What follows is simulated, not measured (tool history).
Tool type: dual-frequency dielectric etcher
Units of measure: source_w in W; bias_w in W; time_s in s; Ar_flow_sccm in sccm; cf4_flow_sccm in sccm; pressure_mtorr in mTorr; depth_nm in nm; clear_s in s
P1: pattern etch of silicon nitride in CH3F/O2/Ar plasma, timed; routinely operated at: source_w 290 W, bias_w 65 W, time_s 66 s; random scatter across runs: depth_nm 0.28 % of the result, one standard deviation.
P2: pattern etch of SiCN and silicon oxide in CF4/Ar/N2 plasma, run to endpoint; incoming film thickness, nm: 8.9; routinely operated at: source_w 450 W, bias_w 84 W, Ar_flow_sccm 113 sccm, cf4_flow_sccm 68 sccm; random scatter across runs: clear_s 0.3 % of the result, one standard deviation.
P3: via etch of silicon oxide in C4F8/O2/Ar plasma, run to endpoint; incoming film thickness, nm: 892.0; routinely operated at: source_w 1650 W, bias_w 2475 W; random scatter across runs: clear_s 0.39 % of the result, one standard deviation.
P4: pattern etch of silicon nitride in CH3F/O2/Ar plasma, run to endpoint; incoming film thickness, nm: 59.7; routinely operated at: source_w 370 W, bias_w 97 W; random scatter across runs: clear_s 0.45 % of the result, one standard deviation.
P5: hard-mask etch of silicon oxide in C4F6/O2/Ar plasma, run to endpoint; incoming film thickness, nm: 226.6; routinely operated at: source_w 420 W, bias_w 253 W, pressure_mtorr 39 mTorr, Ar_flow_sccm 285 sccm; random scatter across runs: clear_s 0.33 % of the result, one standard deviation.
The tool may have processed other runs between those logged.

{"run": 1, "day": 0.212, "process": "P1", "source_w": 290, "bias_w": 65, "time_s": 66, "depth_nm": 39.703}
{"run": 2, "day": 0.354, "process": "P2", "source_w": 450, "bias_w": 84, "Ar_flow_sccm": 151, "cf4_flow_sccm": 68, "clear_s": 10.773}
{"run": 3, "day": 0.521, "process": "P1", "source_w": 390, "bias_w": 65, "time_s": 66, "depth_nm": 44.395}
{"run": 4, "day": 0.721, "process": "P1", "source_w": 290, "bias_w": 65, "time_s": 66, "depth_nm": 39.482}
{"run": 5, "day": 0.954, "process": "P3", "source_w": 1650, "bias_w": 2475, "clear_s": 180.67}
{"run": 6, "day": 1.142, "process": "P5", "source_w": 420, "bias_w": 253, "Ar_flow_sccm": 285, "pressure_mtorr": 39, "clear_s": 63.445}
{"run": 7, "day": 1.362, "process": "P2", "source_w": 450, "bias_w": 84, "Ar_flow_sccm": 113, "cf4_flow_sccm": 91, "clear_s": 9.92}
{"run": 8, "day": 1.617, "process": "P1", "source_w": 290, "bias_w": 41, "time_s": 89.5, "depth_nm": 46.185}
{"run": 9, "day": 1.867, "process": "P1", "source_w": 290, "bias_w": 65, "time_s": 66, "depth_nm": 39.676}
{"run": 10, "day": 2.054, "process": "P5", "source_w": 420, "bias_w": 147, "Ar_flow_sccm": 285, "pressure_mtorr": 39, "clear_s": 75.917}
{"run": 11, "day": 2.254, "process": "P4", "source_w": 370, "bias_w": 97, "clear_s": 79.7}
{"run": 12, "day": 2.471, "process": "P2", "source_w": 450, "bias_w": 69, "Ar_flow_sccm": 113, "cf4_flow_sccm": 68, "clear_s": 10.999}
{"run": 13, "day": 2.588, "process": "P1", "source_w": 290, "bias_w": 45, "time_s": 66, "depth_nm": 35.043}
{"run": 14, "day": 2.808, "process": "P5", "source_w": 420, "bias_w": 253, "Ar_flow_sccm": 285, "pressure_mtorr": 26, "clear_s": 60.699}
{"run": 15, "day": 2.988, "process": "P5", "source_w": 420, "bias_w": 253, "Ar_flow_sccm": 285, "pressure_mtorr": 39, "clear_s": 63.773}
{"run": 16, "day": 3.204, "process": "P3", "source_w": 1120, "bias_w": 2475, "clear_s": 213.14}
{"run": 17, "day": 3.412, "process": "P3", "source_w": 1650, "bias_w": 2475, "clear_s": 181.9}
{"run": 18, "day": 3.6, "process": "P4", "source_w": 370, "bias_w": 62, "clear_s": 93.316}
{"run": 19, "day": 3.754, "process": "P1", "source_w": 290, "bias_w": 65, "time_s": 66, "depth_nm": 39.523}
{"run": 20, "day": 3.975, "process": "P5", "source_w": 560, "bias_w": 253, "Ar_flow_sccm": 285, "pressure_mtorr": 39, "clear_s": 56.796}
{"run": 21, "day": 4.092, "process": "P1", "source_w": 400, "bias_w": 65, "time_s": 41.5, "depth_nm": 28.184}
{"run": 22, "day": 4.204, "process": "P1", "source_w": 290, "bias_w": 65, "time_s": 39, "depth_nm": 23.444}
{"run": 23, "day": 4.433, "process": "P5", "source_w": 420, "bias_w": 253, "Ar_flow_sccm": 226, "pressure_mtorr": 39, "clear_s": 61.853}
{"run": 24, "day": 4.625, "process": "P2", "source_w": 450, "bias_w": 84, "Ar_flow_sccm": 113, "cf4_flow_sccm": 68, "clear_s": 10.269}
{"run": 25, "day": 4.846, "process": "P1", "source_w": 290, "bias_w": 65, "time_s": 66, "depth_nm": 39.583}
{"run": 26, "day": 5.025, "process": "P1", "source_w": 290, "bias_w": 65, "time_s": 89, "depth_nm": 53.444}
{"run": 27, "day": 5.175, "process": "P1", "source_w": 190, "bias_w": 65, "time_s": 66, "depth_nm": 33.801}
{"run": 28, "day": 5.325, "process": "P1", "source_w": 290, "bias_w": 77, "time_s": 66, "depth_nm": 41.869}

Expected results for the next run?
{"run": 29, "day": 5.504, "process": "P4", "source_w": 440, "bias_w": 97, "clear_s": "?"}

clear_s: 74.399 s

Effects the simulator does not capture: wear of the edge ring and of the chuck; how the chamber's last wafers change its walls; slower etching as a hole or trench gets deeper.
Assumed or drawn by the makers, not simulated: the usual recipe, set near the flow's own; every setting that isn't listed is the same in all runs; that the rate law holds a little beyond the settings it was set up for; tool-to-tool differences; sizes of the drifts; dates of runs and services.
